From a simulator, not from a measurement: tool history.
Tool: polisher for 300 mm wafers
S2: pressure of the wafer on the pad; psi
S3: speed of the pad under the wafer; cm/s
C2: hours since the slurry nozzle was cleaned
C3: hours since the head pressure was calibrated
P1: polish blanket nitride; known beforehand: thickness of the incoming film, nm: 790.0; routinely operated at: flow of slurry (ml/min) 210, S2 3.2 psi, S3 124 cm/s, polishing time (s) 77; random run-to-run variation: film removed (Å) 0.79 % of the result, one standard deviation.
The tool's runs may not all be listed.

run 1 day=0.608 | flow_of_slurry_(ml/min)=210 S2=3.2 S3=124 polishing_time_(s)=77 | wafers_polished_on_this_pad=910 C2=55.0 C3=84.5 | film_removed_(Å)=1349.40
run 2 day=1.029 | flow_of_slurry_(ml/min)=210 S2=3.2 S3=124 polishing_time_(s)=40 | wafers_polished_on_this_pad=1032 C2=65.1 C3=94.6 | film_removed_(Å)=701.24
run 3 day=1.550 | flow_of_slurry_(ml/min)=210 S2=2.0 S3=124 polishing_time_(s)=77 | wafers_polished_on_this_pad=1183 C2=77.6 C3=107.1 | film_removed_(Å)=852.88
run 4 day=2.200 | flow_of_slurry_(ml/min)=210 S2=3.2 S3=124 polishing_time_(s)=77 | wafers_polished_on_this_pad=1371 C2=93.2 C3=122.7 | film_removed_(Å)=1365.30
run 5 day=2.771 | flow_of_slurry_(ml/min)=210 S2=2.2 S3=86 polishing_time_(s)=77 | wafers_polished_on_this_pad=1537 C2=106.9 C3=136.4 | film_removed_(Å)=697.77
run 6 day=3.312 | flow_of_slurry_(ml/min)=285 S2=3.2 S3=68 polishing_time_(s)=77 | wafers_polished_on_this_pad=1693 C2=119.9 C3=149.4 | film_removed_(Å)=868.12
run 7 day=3.854 | flow_of_slurry_(ml/min)=130 S2=3.2 S3=124 polishing_time_(s)=77 | wafers_polished_on_this_pad=1850 C2=132.9 C3=162.4 | film_removed_(Å)=1258.10
run 8 day=4.167 | flow_of_slurry_(ml/min)=210 S2=3.2 S3=86 polishing_time_(s)=77 | wafers_polished_on_this_pad=1941 C2=140.4 C3=169.9 | film_removed_(Å)=1020.80
run 9 day=4.808 | flow_of_slurry_(ml/min)=210 S2=4.9 S3=124 polishing_time_(s)=77 | wafers_polished_on_this_pad=2127 C2=155.8 C3=185.3 | film_removed_(Å)=2060.80
run 10 day=5.200 | flow_of_slurry_(ml/min)=210 S2=3.2 S3=124 polishing_time_(s)=77 | wafers_polished_on_this_pad=2240 C2=165.2 C3=194.7 | film_removed_(Å)=1361.20
run 11 day=5.846 | flow_of_slurry_(ml/min)=210 S2=3.2 S3=124 polishing_time_(s)=120 | wafers_polished_on_this_pad=2427 C2=180.7 C3=210.2 | film_removed_(Å)=2106.00
run 12 day=6.275 | flow_of_slurry_(ml/min)=210 S2=3.2 S3=166 polishing_time_(s)=77 | wafers_polished_on_this_pad=2551 C2=191.0 C3=220.5 | film_removed_(Å)=1716.00
run 13 day=6.567 | flow_of_slurry_(ml/min)=210 S2=3.2 S3=124 polishing_time_(s)=77 | wafers_polished_on_this_pad=2636 C2=198.0 C3=227.5 | film_removed_(Å)=1352.70
run 14 day=6.983 | flow_of_slurry_(ml/min)=210 S2=3.2 S3=124 polishing_time_(s)=77 | wafers_polished_on_this_pad=2757 C2=208.0 C3=237.5 | film_removed_(Å)=1348.90
run 15 day=7.329 | flow_of_slurry_(ml/min)=335 S2=3.2 S3=124 polishing_time_(s)=77 | wafers_polished_on_this_pad=2857 C2=216.3 C3=245.8 | film_removed_(Å)=1416.20
run 16 day=7.817 | flow_of_slurry_(ml/min)=210 S2=3.2 S3=124 polishing_time_(s)=77 | wafers_polished_on_this_pad=2998 C2=228.0 C3=257.5 | film_removed_(Å)=1351.00
run 17 day=8.408 | flow_of_slurry_(ml/min)=210 S2=3.2 S3=124 polishing_time_(s)=77 | wafers_polished_on_this_pad=3169 C2=242.2 C3=271.7 | film_removed_(Å)=1294.70
run 18 day=8.804 | flow_of_slurry_(ml/min)=210 S2=3.2 S3=124 polishing_time_(s)=77 | wafers_polished_on_this_pad=3284 C2=251.7 C3=281.2 | film_removed_(Å)=1299.20
run 19 day=9.142 | flow_of_slurry_(ml/min)=210 S2=3.2 S3=124 polishing_time_(s)=77 | wafers_polished_on_this_pad=3382 C2=259.8 C3=289.3 | film_removed_(Å)=1271.10

The next listed run, before its measurement:
run 20 day=9.483 | flow_of_slurry_(ml/min)=210 S2=3.2 S3=124 polishing_time_(s)=77 | wafers_polished_on_this_pad=3481 C2=268.0 C3=297.5 | film_removed_(Å)=?

{"run 20": {"film removed (Å)": 1262.8}}
